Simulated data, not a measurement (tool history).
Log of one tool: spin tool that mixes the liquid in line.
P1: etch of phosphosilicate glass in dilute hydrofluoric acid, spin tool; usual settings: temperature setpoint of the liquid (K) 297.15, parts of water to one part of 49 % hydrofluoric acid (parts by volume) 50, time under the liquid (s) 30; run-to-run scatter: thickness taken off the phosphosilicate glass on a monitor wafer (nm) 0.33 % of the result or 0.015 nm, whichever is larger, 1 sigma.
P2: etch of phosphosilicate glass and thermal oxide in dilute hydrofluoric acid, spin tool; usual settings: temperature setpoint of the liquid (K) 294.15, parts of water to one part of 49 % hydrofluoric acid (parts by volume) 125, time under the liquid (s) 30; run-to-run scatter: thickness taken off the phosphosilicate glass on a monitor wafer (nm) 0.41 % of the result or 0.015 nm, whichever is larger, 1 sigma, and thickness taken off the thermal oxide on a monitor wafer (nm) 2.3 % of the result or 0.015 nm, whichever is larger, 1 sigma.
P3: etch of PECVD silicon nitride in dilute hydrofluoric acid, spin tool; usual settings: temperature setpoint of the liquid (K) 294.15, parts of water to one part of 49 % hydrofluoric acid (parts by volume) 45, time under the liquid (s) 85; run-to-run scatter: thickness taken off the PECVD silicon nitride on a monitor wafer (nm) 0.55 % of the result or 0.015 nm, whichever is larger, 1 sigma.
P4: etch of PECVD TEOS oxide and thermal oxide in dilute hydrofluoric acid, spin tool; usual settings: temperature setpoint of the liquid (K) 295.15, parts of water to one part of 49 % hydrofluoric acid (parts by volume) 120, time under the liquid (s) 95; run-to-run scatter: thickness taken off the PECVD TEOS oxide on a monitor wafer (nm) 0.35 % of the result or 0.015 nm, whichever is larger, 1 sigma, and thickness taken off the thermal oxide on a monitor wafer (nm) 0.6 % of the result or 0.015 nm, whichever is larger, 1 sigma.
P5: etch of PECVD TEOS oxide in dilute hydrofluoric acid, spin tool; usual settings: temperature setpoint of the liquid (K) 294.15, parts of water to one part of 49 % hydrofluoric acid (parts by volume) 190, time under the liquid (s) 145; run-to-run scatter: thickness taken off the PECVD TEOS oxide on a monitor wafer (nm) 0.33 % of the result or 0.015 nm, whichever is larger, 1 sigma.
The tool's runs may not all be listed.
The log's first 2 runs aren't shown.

run,hour,process that ran,temperature setpoint of the liquid (K),parts of water to one part of 49 % hydrofluoric acid (parts by volume),time under the liquid (s),thickness taken off the phosphosilicate glass on a monitor wafer (nm),thickness taken off the PECVD silicon nitride on a monitor wafer (nm),thickness taken off the PECVD TEOS oxide on a monitor wafer (nm),thickness taken off the thermal oxide on a monitor wafer (nm)
3,38.7,P3,294.15,45,155,,15.7320,,
4,54.4,P1,292.15,50,60,77.098,,,
5,68.5,P1,297.15,50,30,47.464,,,
6,85.6,P5,294.15,35,145,,,53.0100,
7,97.4,P1,297.15,70,15,16.528,,,
8,111.9,P1,293.15,50,30,40.395,,,
9,124.9,P2,294.15,125,30,26.614,,,0.92145
10,134.7,P5,294.15,190,145,,,8.2044,
11,145.0,P1,297.15,25,30,98.835,,,
12,162.2,P3,294.15,45,85,,8.6646,,
13,178.2,P1,297.15,50,30,47.752,,,
14,190.9,P5,290.15,190,145,,,6.9978,
15,202.6,P4,290.15,120,95,,,9.8122,2.86130
16,219.4,P1,297.15,50,30,47.533,,,
17,227.4,P4,295.15,120,15,,,1.8863,0.52059
18,239.0,P2,290.15,125,30,22.685,,,0.82109
19,247.5,P2,294.15,125,50,44.300,,,1.63670
20,257.4,P1,290.15,50,15,17.673,,,
21,265.1,P4,295.15,220,95,,,5.8807,1.72940
22,275.7,P4,295.15,120,95,,,11.9970,3.52010

Forecast run 23:
23,284.1,P3,290.15,45,85,,?,,

Run 23 gave thickness taken off the PECVD silicon nitride on a monitor wafer (nm) 6.5993.
